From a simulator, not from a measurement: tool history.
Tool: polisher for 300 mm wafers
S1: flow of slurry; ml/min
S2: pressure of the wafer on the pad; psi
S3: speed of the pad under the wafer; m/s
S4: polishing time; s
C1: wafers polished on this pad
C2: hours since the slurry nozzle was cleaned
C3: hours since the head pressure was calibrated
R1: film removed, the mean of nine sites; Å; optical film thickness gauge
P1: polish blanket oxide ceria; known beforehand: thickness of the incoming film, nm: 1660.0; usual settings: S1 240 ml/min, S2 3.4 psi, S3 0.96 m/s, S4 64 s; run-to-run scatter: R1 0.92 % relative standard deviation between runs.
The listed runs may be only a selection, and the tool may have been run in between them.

run   hour   S1   S2    S3  S4   C1     C2     C3      R1
  1    7.1  240  3.4  0.96  64  528  391.5  661.6    2951
  2   13.8  240    5  0.96  64  602  398.2  668.3  4386.1
  3   20.7  240  3.4  0.96  42  679  405.1  675.2  1946.2
  4   26.3  240  3.4  0.96  87  742  410.7  680.8  3971.9
  5   31.6  240  3.4  0.96  64  801    416  686.1  2951.4
  6   37.3  145  3.4  0.46  64  864  421.7  691.8    1314
      39.3  -- worn pad replaced by a new one
  7   45.1  240  3.4   1.5  64   65  429.5  699.6  4571.2
      49.9  -- slurry nozzle cleaned
  8   50.8  240  3.4  0.44  64  128      1  705.3  1331.6
  9     58  240  2.2  0.96  64  209    8.2  712.5  1912.8
 10   65.4  365  3.4  0.96  64  291   15.6  719.9  3083.7
 11   70.1  145  3.4  0.96  64  343   20.3  724.6  2702.3
 12   74.3  240  3.4  0.96  64  390   24.5  728.8  2981.2
 13   79.5  240  3.4  0.96  64  448   29.7    734  2976.4
 14   84.6  240  3.4  0.96  64  505   34.8  739.1  2929.3
 15   90.1  240  3.4  0.96  64  566   40.3  744.6  2969.3
 16   97.9  240  3.4  0.96  64  653   48.1  752.4  2857.4
 17  102.4  240  3.4  0.96  64  703   52.6  756.9  2870.3
 18  107.7  240  3.4  0.96  64  762   57.9  762.2  2836.1
     108.9  -- worn pad replaced by a new one
 19  114.8  240  3.4  0.96  64   66     65  769.3  2846.2
 20    121  240  3.4  0.96  64  135   71.2  775.5  2789.9
 21  127.8  240  3.4  0.96  64  211     78  782.3  2794.9
 22  133.5  240  3.4  0.96  64  275   83.7    788  2807.5
 23  140.3  240  3.4  0.96  64  350   90.5  794.8  2796.8
 24  148.5  240  3.4  0.96  64  442   98.7    803  2844.3
 25  153.2  240  3.4  0.96  64  494  103.4  807.7  2792.2

The output of P1 has drifted from where it used to be. Each of the 2 causes below, taken at the size shown beside it, accounts for the log equally well:
A: head's pressure below its setpoint, % = 5.42
B: slurry flow missing at the pad, % = 33.6
The drift started at roughly hour 84.6.
Ruled out, with reasons:
removal rate lost through wear of the pad, %: serviced after onset, at hour 108.9, with no recovery of the prior output

Of the 4 check runs below, each run on 5 wafers with the results averaged and each result still a question mark, which one would tell the listed causes apart?
check 1  157.9  240  3.4  1.48  64               ?
check 2  157.9  145  3.4  0.62  64               ?
check 3  157.9  240  3.4  0.44  64               ?
check 4  157.9  240  4.1  0.96  64               ?

If the cause were each of the candidates in turn, the checks would give the following:
  check  result    if A    if B
check 1      R1  4305.8  4306.3
check 2      R1  1678.9    1625
check 3      R1  1280.1  1280.3
check 4      R1    3368  3368.4
Per check, the gap between the least separated pair of causes, taken in the result that splits them most: check 1 0.01 %; check 2 3.26 %; check 3 0.01 %; check 4 0.01 %
Check 2 is the one run that separates the causes; every other check would come out nearly the same whichever cause is at work.

Then check 2 was run and gave: R1 1622.6 Å. Which cause is it?

The correct cause is B, namely: slurry flow missing at the pad, %.
